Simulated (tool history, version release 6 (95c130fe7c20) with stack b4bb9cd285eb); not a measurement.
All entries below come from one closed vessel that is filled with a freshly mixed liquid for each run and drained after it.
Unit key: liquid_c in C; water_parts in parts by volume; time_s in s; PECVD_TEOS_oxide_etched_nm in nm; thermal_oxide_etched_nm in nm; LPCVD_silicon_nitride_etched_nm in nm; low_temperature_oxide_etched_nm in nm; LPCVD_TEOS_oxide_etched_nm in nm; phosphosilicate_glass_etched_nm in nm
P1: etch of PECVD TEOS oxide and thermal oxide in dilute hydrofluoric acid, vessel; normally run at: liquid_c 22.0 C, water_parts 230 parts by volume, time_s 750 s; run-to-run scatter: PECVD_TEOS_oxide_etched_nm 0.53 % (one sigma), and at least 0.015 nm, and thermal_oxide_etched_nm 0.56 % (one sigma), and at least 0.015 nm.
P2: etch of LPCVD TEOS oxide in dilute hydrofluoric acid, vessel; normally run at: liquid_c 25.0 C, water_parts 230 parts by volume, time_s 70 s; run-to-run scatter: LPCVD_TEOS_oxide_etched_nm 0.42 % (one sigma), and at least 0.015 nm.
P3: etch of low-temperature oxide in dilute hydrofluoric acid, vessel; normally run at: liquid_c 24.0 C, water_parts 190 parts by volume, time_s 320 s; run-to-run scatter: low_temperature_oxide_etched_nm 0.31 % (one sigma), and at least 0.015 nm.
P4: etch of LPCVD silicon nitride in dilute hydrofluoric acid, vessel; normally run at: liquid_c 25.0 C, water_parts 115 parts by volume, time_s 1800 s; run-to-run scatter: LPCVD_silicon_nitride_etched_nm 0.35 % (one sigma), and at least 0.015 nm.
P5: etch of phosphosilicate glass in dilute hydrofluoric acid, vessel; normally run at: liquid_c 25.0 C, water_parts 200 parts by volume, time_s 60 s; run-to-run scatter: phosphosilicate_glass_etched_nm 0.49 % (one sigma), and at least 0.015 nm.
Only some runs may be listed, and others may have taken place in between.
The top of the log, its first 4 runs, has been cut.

| run | hour | process | liquid_c | water_parts | time_s | hours since the thermometer was replaced | hours since the hydrofluoric acid flow meter was replaced | PECVD_TEOS_oxide_etched_nm | thermal_oxide_etched_nm | LPCVD_silicon_nitride_etched_nm | low_temperature_oxide_etched_nm | LPCVD_TEOS_oxide_etched_nm | phosphosilicate_glass_etched_nm |
|---|---|---|---|---|---|---|---|---|---|---|---|---|---|
| 5 | 63.1 | P1 | 22.0 | 330 | 750 | 206.1 | 662.2 | 17.115 | 8.0741 |  |  |  |  |
| 6 | 70.9 | P2 | 31.5 | 230 | 70 | 213.9 | 670.0 |  |  |  |  | 13.5450 |  |
| 7 | 78.9 | P4 | 25.0 | 115 | 1800 | 221.9 | 678.0 |  |  | 7.5330 |  |  |  |
| 8 | 91.0 | P2 | 25.0 | 230 | 70 | 234.0 | 690.1 |  |  |  |  | 10.7780 |  |
| 9 | 101.7 | P2 | 25.0 | 100 | 70 | 244.7 | 700.8 |  |  |  |  | 28.7340 |  |
| 10 | 119.6 | P1 | 22.0 | 100 | 450 | 262.6 | 718.7 | 42.940 | 20.2350 |  |  |  |  |
| 11 | 130.6 | P4 | 32.0 | 115 | 1800 | 273.6 | 729.7 |  |  | 11.6880 |  |  |  |
| 12 | 140.5 | P2 | 25.0 | 230 | 30 | 283.5 | 739.6 |  |  |  |  | 4.6503 |  |
|  | 147.5 | thermometer replaced |
| 13 | 151.7 | P3 | 29.0 | 190 | 320 | 4.2 | 750.8 |  |  |  | 50.676 |  |  |
| 14 | 169.4 | P1 | 22.0 | 230 | 750 | 21.9 | 768.5 | 26.943 | 12.8050 |  |  |  |  |
| 15 | 178.1 | P1 | 22.0 | 230 | 750 | 30.6 | 777.2 | 26.950 | 12.9160 |  |  |  |  |
| 16 | 193.2 | P5 | 25.0 | 200 | 100 | 45.7 | 792.3 |  |  |  |  |  | 91.127 |
| 17 | 204.9 | P1 | 17.5 | 230 | 750 | 57.4 | 804.0 | 22.797 | 10.6760 |  |  |  |  |
| 18 | 219.8 | P3 | 24.0 | 270 | 320 | 72.3 | 818.9 |  |  |  | 27.352 |  |  |
| 19 | 230.6 | P5 | 19.5 | 200 | 60 | 83.1 | 829.7 |  |  |  |  |  | 44.194 |
| 20 | 247.0 | P3 | 24.0 | 190 | 320 | 99.5 | 846.1 |  |  |  | 42.172 |  |  |

Run 21 has not been measured yet. What should we expect?
| 21 | 258.7 | P1 | 26.5 | 230 | 750 | 111.2 | 857.8 | ? | ? |  |  |  |  |

{"run 21": {"PECVD_TEOS_oxide_etched_nm": 31.731, "thermal_oxide_etched_nm": 15.131}}
